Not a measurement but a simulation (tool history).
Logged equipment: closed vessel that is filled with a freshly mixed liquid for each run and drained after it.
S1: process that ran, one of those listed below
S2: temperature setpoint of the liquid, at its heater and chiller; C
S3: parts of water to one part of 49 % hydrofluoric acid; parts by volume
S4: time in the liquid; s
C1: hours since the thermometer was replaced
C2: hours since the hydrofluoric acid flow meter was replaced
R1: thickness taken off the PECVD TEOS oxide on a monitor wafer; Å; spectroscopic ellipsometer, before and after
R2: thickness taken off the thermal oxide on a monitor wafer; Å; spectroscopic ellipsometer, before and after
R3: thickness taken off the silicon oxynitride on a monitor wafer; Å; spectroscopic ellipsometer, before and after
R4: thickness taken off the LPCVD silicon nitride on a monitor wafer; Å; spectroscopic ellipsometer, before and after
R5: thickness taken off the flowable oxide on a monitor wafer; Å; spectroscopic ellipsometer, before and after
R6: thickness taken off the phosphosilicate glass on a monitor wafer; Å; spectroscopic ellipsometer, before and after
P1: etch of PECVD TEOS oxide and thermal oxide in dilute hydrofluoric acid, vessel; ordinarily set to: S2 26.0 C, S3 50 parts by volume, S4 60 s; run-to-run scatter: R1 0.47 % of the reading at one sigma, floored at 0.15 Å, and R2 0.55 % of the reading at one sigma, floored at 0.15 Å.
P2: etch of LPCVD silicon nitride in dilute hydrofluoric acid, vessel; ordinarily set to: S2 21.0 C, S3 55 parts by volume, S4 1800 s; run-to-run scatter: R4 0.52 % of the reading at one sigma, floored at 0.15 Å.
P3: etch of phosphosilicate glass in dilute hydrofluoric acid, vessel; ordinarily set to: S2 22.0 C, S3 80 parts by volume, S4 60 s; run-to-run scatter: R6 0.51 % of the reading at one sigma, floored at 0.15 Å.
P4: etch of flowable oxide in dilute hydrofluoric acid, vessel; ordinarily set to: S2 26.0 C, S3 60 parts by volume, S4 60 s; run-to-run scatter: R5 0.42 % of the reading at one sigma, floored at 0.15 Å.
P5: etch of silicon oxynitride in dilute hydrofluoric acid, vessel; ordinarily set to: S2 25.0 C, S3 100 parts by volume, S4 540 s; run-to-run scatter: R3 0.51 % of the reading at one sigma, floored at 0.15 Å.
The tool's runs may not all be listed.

run   hour  S1    S2   S3    S4     C1     C2      R1       R2       R3       R4      R5       R6
  1    3.7  P1  26.0   50    60  225.5  471.0  264.55   70.707
  2    7.0  P1  26.0   25    60  228.8  474.3  550.49  145.300
  3   11.5  P5  25.0  155   540  233.3  478.8                    64.377
  4   17.9  P5  30.0  100   540  239.7  485.2                   129.750
  5   23.2  P2  27.5   55  1800  245.0  490.5                            210.730
  6   26.8  P1  26.0   50    60  248.6  494.1  264.88   70.124
      30.1  -- thermometer replaced
  7   31.6  P2  21.0   55   280    1.5  498.9                             21.081
  8   37.1  P5  25.0  100   540    7.0  504.4                   104.650
  9   40.4  P1  26.0   50    60   10.3  507.7  265.21   69.678
 10   43.8  P1  31.0   50    60   13.7  511.1  324.86   85.981
 11   50.5  P4  19.0   60    60   20.4  517.8                                     437.48
 12   55.1  P2  21.0   55  1800   25.0  522.4                            135.410
 13   62.1  P5  25.0  100   270   32.0  529.4                    51.746
 14   66.1  P4  26.0   60    60   36.0  533.4                                     583.62
 15   72.8  P3  17.0   80    60   42.7  540.1                                              570.45
 16   77.6  P3  22.0   80    60   47.5  544.9                                              692.87
 17   84.8  P1  26.0   50    30   54.7  552.1  132.66   34.933
 18   90.2  P1  21.0   50    60   60.1  557.5  214.77   56.451
 19   96.6  P1  26.0   50    60   66.5  563.9  263.97   69.817
 20  103.2  P4  26.0   60   100   73.1  570.5                                     969.85
 21  109.9  P2  21.0   20  1800   79.8  577.2                            359.060
 22  114.3  P3  22.0  125    60   84.2  581.6                                              423.85
 23  119.7  P5  25.0  100   540   89.6  587.0                   104.180
 24  125.5  P1  20.0   90    60   95.4  592.8  109.95   28.625
 25  129.1  P1  26.0   80    60   99.0  596.4  158.20   41.789
 26  132.9  P1  26.0   50   110  102.8  600.2  487.01  128.580
 27  136.6  P4  26.0  110    60  106.5  603.9                                     295.73
 28  143.9  P1  26.0   50    60  113.8  611.2  265.90   69.937
 29  150.8  P4  26.0   60    60  120.7  618.1                                     579.48
 30  155.5  P3  22.0   80    90  125.4  622.8                                             1050.40
 31  161.9  P2  21.0   55  1800  131.8  629.2                            133.250
 32  169.3  P3  22.0   80    60  139.2  636.6                                              698.66
 33  174.0  P1  26.0   50    60  143.9  641.3  264.35   69.323
 34  180.9  P1  26.0   50    60  150.8  648.2  255.26   67.291
 35  184.7  P1  26.0   50    60  154.6  652.0  254.61   66.710
 36  190.0  P1  26.0   50    60  159.9  657.3  251.71   66.625
 37  194.6  P1  26.0   50    60  164.5  661.9  252.22   66.713
 38  198.2  P1  26.0   50    60  168.1  665.5  248.59   66.031
 39  204.3  P1  26.0   50    60  174.2  671.6  249.04   65.556
 40  209.1  P1  26.0   50    60  179.0  676.4  248.69   65.412
 41  214.2  P1  26.0   50    60  184.1  681.5  246.11   65.888

Something has made what P1 gives creep away from where it was; the 2 causes below, each at its own stated size, fit the log equally well:
A: liquid colder than its thermometer reads (K) = 1.51
B: hydrofluoric acid flow below the setpoint (%) = 5.56
The process output started creeping at around hour 174.0.

Below are 4 check runs, each on a single wafer, with their results shown as question marks. Which of them would tell the listed causes apart, meaning the causes would give clearly different results under it?
check 1  219.3  P4  26.0   80   90                           ?
check 2  219.3  P2  25.5   55  580                       ?
check 3  219.3  P3  19.0  105   60                               ?
check 4  219.3  P5  28.5  100  540                   ?

Predicted outcomes, by check and by cause:
  check  result     if A     if B
check 1      R5   599.46   597.44
check 2      R4   53.456   55.901
check 3      R6   430.13   429.69
check 4      R3  114.320  115.020
Distance between the nearest two causes, measured in the result of the check that separates them most: check 1 0.34 %; check 2 4.47 %; check 3 0.1 %; check 4 0.61 %
Only check 2 tells the causes apart: in the others they would give nearly the same result.

Check 2 was carried out, with these results: R4 53.155 Å. Which of the listed causes is responsible?

It is A: liquid colder than its thermometer reads (K).
